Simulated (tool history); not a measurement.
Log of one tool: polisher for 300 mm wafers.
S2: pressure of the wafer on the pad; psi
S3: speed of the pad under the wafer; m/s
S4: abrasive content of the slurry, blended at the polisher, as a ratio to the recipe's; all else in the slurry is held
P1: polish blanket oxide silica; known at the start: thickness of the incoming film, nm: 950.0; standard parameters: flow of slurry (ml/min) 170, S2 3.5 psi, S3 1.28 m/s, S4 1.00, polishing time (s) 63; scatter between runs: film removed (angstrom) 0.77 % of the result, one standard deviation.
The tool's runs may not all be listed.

run 1 hour=8.7 | flow_of_slurry_(ml/min)=170 S2=3.5 S3=1.28 S4=1.00 polishing_time_(s)=63 | film_removed_(angstrom)=1652.20
run 2 hour=20.1 | flow_of_slurry_(ml/min)=170 S2=3.5 S3=1.28 S4=0.50 polishing_time_(s)=63 | film_removed_(angstrom)=1134.50
run 3 hour=26.2 | flow_of_slurry_(ml/min)=170 S2=3.5 S3=1.94 S4=1.20 polishing_time_(s)=63 | film_removed_(angstrom)=2478.00
run 4 hour=33.4 | flow_of_slurry_(ml/min)=170 S2=5.4 S3=1.28 S4=1.00 polishing_time_(s)=63 | film_removed_(angstrom)=2559.50
run 5 hour=46.8 | flow_of_slurry_(ml/min)=170 S2=3.5 S3=1.28 S4=1.00 polishing_time_(s)=79 | film_removed_(angstrom)=2070.90
run 6 hour=58.8 | flow_of_slurry_(ml/min)=170 S2=1.7 S3=1.28 S4=1.00 polishing_time_(s)=63 | film_removed_(angstrom)=805.62
run 7 hour=70.0 | flow_of_slurry_(ml/min)=170 S2=3.5 S3=1.28 S4=1.00 polishing_time_(s)=63 | film_removed_(angstrom)=1673.90
run 8 hour=76.2 | flow_of_slurry_(ml/min)=170 S2=3.5 S3=1.28 S4=1.00 polishing_time_(s)=28 | film_removed_(angstrom)=734.06
-- hour=78.4 head pressure recalibrated
run 9 hour=88.5 | flow_of_slurry_(ml/min)=170 S2=3.5 S3=1.28 S4=1.00 polishing_time_(s)=63 | film_removed_(angstrom)=1647.00
run 10 hour=98.2 | flow_of_slurry_(ml/min)=170 S2=3.5 S3=1.86 S4=1.00 polishing_time_(s)=63 | film_removed_(angstrom)=2260.60
run 11 hour=109.1 | flow_of_slurry_(ml/min)=170 S2=3.5 S3=1.28 S4=1.00 polishing_time_(s)=63 | film_removed_(angstrom)=1687.70
run 12 hour=115.1 | flow_of_slurry_(ml/min)=170 S2=3.5 S3=1.28 S4=1.00 polishing_time_(s)=63 | film_removed_(angstrom)=1678.10
run 13 hour=124.8 | flow_of_slurry_(ml/min)=265 S2=3.5 S3=1.28 S4=1.00 polishing_time_(s)=63 | film_removed_(angstrom)=1750.10
run 14 hour=131.0 | flow_of_slurry_(ml/min)=170 S2=3.5 S3=1.28 S4=1.30 polishing_time_(s)=63 | film_removed_(angstrom)=1860.40
run 15 hour=143.9 | flow_of_slurry_(ml/min)=240 S2=3.5 S3=1.28 S4=0.65 polishing_time_(s)=63 | film_removed_(angstrom)=1387.30
run 16 hour=149.8 | flow_of_slurry_(ml/min)=100 S2=3.5 S3=1.28 S4=1.00 polishing_time_(s)=63 | film_removed_(angstrom)=1495.70
run 17 hour=160.7 | flow_of_slurry_(ml/min)=170 S2=3.5 S3=0.60 S4=1.00 polishing_time_(s)=63 | film_removed_(angstrom)=914.98
run 18 hour=169.9 | flow_of_slurry_(ml/min)=170 S2=3.5 S3=1.28 S4=1.00 polishing_time_(s)=63 | film_removed_(angstrom)=1652.40
run 19 hour=179.2 | flow_of_slurry_(ml/min)=170 S2=3.5 S3=1.28 S4=1.00 polishing_time_(s)=63 | film_removed_(angstrom)=1567.70
run 20 hour=185.6 | flow_of_slurry_(ml/min)=170 S2=3.5 S3=1.28 S4=1.00 polishing_time_(s)=63 | film_removed_(angstrom)=1541.40
run 21 hour=193.5 | flow_of_slurry_(ml/min)=170 S2=3.5 S3=1.28 S4=1.00 polishing_time_(s)=63 | film_removed_(angstrom)=1510.80

Run 22, settings as shown, results not yet in. Your forecast:
-- hour=198.4 conditioning disc replaced and pad reconditioned
run 22 hour=203.0 | flow_of_slurry_(ml/min)=170 S2=3.5 S3=1.28 S4=1.00 polishing_time_(s)=63 | film_removed_(angstrom)=?

film removed (angstrom): 1483.50

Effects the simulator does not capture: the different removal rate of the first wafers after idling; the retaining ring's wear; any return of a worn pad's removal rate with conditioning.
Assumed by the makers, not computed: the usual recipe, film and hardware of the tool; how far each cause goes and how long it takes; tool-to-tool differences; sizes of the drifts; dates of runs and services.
